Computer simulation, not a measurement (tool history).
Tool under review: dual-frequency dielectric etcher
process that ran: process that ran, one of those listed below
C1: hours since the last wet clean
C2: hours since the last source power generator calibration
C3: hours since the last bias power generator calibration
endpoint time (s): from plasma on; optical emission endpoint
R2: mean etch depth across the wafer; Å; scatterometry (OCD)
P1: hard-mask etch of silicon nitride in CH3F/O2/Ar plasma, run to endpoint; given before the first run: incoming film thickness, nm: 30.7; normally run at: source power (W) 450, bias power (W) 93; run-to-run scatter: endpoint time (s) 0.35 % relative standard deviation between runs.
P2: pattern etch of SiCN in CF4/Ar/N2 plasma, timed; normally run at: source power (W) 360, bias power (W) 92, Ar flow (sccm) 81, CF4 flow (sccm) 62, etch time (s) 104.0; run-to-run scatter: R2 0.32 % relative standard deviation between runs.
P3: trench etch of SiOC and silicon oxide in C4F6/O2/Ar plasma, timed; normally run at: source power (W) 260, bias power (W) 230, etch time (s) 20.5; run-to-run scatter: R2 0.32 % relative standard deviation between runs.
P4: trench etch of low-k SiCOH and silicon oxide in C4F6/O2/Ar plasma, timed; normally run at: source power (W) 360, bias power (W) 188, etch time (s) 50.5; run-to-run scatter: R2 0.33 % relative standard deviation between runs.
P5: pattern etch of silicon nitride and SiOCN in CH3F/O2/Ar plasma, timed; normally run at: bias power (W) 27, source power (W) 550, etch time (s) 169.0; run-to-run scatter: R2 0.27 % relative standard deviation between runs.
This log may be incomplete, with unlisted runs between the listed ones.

{"run": 1, "hour": 10.3, "process that ran": "P1", "source power (W)": 450, "bias power (W)": 93, "C1": 298.7, "C2": 1925.7, "C3": 1570.7, "endpoint time (s)": 39.027}
{"run": 2, "hour": 24.4, "process that ran": "P1", "source power (W)": 350, "bias power (W)": 93, "C1": 312.8, "C2": 1939.8, "C3": 1584.8, "endpoint time (s)": 42.926}
{"run": 3, "hour": 35.5, "process that ran": "P5", "source power (W)": 550, "bias power (W)": 27, "etch time (s)": 169.0, "C1": 323.9, "C2": 1950.9, "C3": 1595.9, "R2": 274.99}
{"hour": 42.0, "done": "bias power generator calibrated"}
{"hour": 44.8, "done": "source power generator calibrated"}
{"run": 4, "hour": 46.7, "process that ran": "P1", "source power (W)": 450, "bias power (W)": 93, "C1": 335.1, "C2": 1.9, "C3": 4.8, "endpoint time (s)": 38.999}
{"run": 5, "hour": 61.1, "process that ran": "P2", "source power (W)": 360, "bias power (W)": 92, "etch time (s)": 104.0, "Ar flow (sccm)": 81, "CF4 flow (sccm)": 62, "C1": 349.5, "C2": 16.3, "C3": 19.2, "R2": 828.07}
{"run": 6, "hour": 74.4, "process that ran": "P3", "source power (W)": 260, "bias power (W)": 171, "etch time (s)": 20.5, "C1": 362.8, "C2": 29.6, "C3": 32.5, "R2": 336.51}
{"run": 7, "hour": 87.4, "process that ran": "P4", "source power (W)": 270, "bias power (W)": 188, "etch time (s)": 50.5, "C1": 375.8, "C2": 42.6, "C3": 45.5, "R2": 1418.0}
{"run": 8, "hour": 101.3, "process that ran": "P3", "source power (W)": 260, "bias power (W)": 230, "etch time (s)": 20.5, "C1": 389.7, "C2": 56.5, "C3": 59.4, "R2": 371.68}
{"run": 9, "hour": 110.6, "process that ran": "P1", "source power (W)": 340, "bias power (W)": 123, "C1": 399.0, "C2": 65.8, "C3": 68.7, "endpoint time (s)": 38.988}
{"run": 10, "hour": 121.6, "process that ran": "P1", "source power (W)": 540, "bias power (W)": 93, "C1": 410.0, "C2": 76.8, "C3": 79.7, "endpoint time (s)": 36.42}
{"run": 11, "hour": 129.1, "process that ran": "P5", "source power (W)": 550, "bias power (W)": 27, "etch time (s)": 112.5, "C1": 417.5, "C2": 84.3, "C3": 87.2, "R2": 182.79}
{"run": 12, "hour": 143.2, "process that ran": "P2", "source power (W)": 360, "bias power (W)": 57, "etch time (s)": 104.0, "Ar flow (sccm)": 81, "CF4 flow (sccm)": 62, "C1": 431.6, "C2": 98.4, "C3": 101.3, "R2": 703.14}
{"run": 13, "hour": 154.5, "process that ran": "P3", "source power (W)": 260, "bias power (W)": 230, "etch time (s)": 20.5, "C1": 442.9, "C2": 109.7, "C3": 112.6, "R2": 370.01}
{"run": 14, "hour": 163.9, "process that ran": "P4", "source power (W)": 360, "bias power (W)": 188, "etch time (s)": 50.5, "C1": 452.3, "C2": 119.1, "C3": 122.0, "R2": 1583.1}
{"run": 15, "hour": 178.4, "process that ran": "P3", "source power (W)": 260, "bias power (W)": 230, "etch time (s)": 12.5, "C1": 466.8, "C2": 133.6, "C3": 136.5, "R2": 227.35}
{"run": 16, "hour": 188.4, "process that ran": "P5", "source power (W)": 550, "bias power (W)": 16, "etch time (s)": 169.0, "C1": 476.8, "C2": 143.6, "C3": 146.5, "R2": 219.84}
{"run": 17, "hour": 196.9, "process that ran": "P4", "source power (W)": 360, "bias power (W)": 266, "etch time (s)": 50.5, "C1": 485.3, "C2": 152.1, "C3": 155.0, "R2": 1783.2}
{"run": 18, "hour": 211.5, "process that ran": "P1", "source power (W)": 450, "bias power (W)": 123, "C1": 499.9, "C2": 166.7, "C3": 169.6, "endpoint time (s)": 35.118}
{"run": 19, "hour": 218.5, "process that ran": "P5", "source power (W)": 440, "bias power (W)": 27, "etch time (s)": 169.0, "C1": 506.9, "C2": 173.7, "C3": 176.6, "R2": 254.75}
{"run": 20, "hour": 227.1, "process that ran": "P4", "source power (W)": 360, "bias power (W)": 188, "etch time (s)": 37.5, "C1": 515.5, "C2": 182.3, "C3": 185.2, "R2": 1167.3}
{"run": 21, "hour": 242.8, "process that ran": "P1", "source power (W)": 450, "bias power (W)": 93, "C1": 531.2, "C2": 198.0, "C3": 200.9, "endpoint time (s)": 38.981}
{"run": 22, "hour": 250.9, "process that ran": "P1", "source power (W)": 450, "bias power (W)": 93, "C1": 539.3, "C2": 206.1, "C3": 209.0, "endpoint time (s)": 39.007}
{"run": 23, "hour": 265.3, "process that ran": "P3", "source power (W)": 320, "bias power (W)": 230, "etch time (s)": 20.5, "C1": 553.7, "C2": 220.5, "C3": 223.4, "R2": 400.78}
{"run": 24, "hour": 277.4, "process that ran": "P4", "source power (W)": 360, "bias power (W)": 188, "etch time (s)": 50.5, "C1": 565.8, "C2": 232.6, "C3": 235.5, "R2": 1591.6}
{"run": 25, "hour": 288.2, "process that ran": "P2", "source power (W)": 360, "bias power (W)": 92, "etch time (s)": 104.0, "Ar flow (sccm)": 81, "CF4 flow (sccm)": 62, "C1": 576.6, "C2": 243.4, "C3": 246.3, "R2": 833.2}
{"run": 26, "hour": 301.6, "process that ran": "P2", "source power (W)": 360, "bias power (W)": 92, "etch time (s)": 74.5, "Ar flow (sccm)": 81, "CF4 flow (sccm)": 62, "C1": 590.0, "C2": 256.8, "C3": 259.7, "R2": 591.83}
{"run": 27, "hour": 310.1, "process that ran": "P2", "source power (W)": 240, "bias power (W)": 92, "etch time (s)": 104.0, "Ar flow (sccm)": 81, "CF4 flow (sccm)": 62, "C1": 598.5, "C2": 265.3, "C3": 268.2, "R2": 584.25}
{"run": 28, "hour": 324.3, "process that ran": "P5", "source power (W)": 550, "bias power (W)": 27, "etch time (s)": 169.0, "C1": 612.7, "C2": 279.5, "C3": 282.4, "R2": 274.79}
{"run": 29, "hour": 331.7, "process that ran": "P2", "source power (W)": 360, "bias power (W)": 92, "etch time (s)": 104.0, "Ar flow (sccm)": 81, "CF4 flow (sccm)": 41, "C1": 620.1, "C2": 286.9, "C3": 289.8, "R2": 783.93}
{"run": 30, "hour": 344.9, "process that ran": "P2", "source power (W)": 360, "bias power (W)": 92, "etch time (s)": 104.0, "Ar flow (sccm)": 65, "CF4 flow (sccm)": 62, "C1": 633.3, "C2": 300.1, "C3": 303.0, "R2": 849.91}
{"run": 31, "hour": 351.8, "process that ran": "P1", "source power (W)": 450, "bias power (W)": 60, "C1": 640.2, "C2": 307.0, "C3": 309.9, "endpoint time (s)": 45.376}
{"run": 32, "hour": 365.3, "process that ran": "P1", "source power (W)": 450, "bias power (W)": 93, "C1": 653.7, "C2": 320.5, "C3": 323.4, "endpoint time (s)": 38.831}
{"run": 33, "hour": 377.3, "process that ran": "P1", "source power (W)": 450, "bias power (W)": 93, "C1": 665.7, "C2": 332.5, "C3": 335.4, "endpoint time (s)": 39.146}
{"run": 34, "hour": 387.9, "process that ran": "P1", "source power (W)": 450, "bias power (W)": 93, "C1": 676.3, "C2": 343.1, "C3": 346.0, "endpoint time (s)": 38.728}

Estimate the outcome of run 35 from the log above:
{"run": 35, "hour": 402.1, "process that ran": "P1", "source power (W)": 450, "bias power (W)": 93, "C1": 690.5, "C2": 357.3, "C3": 360.2, "endpoint time (s)": "?"}

endpoint time (s): 38.360
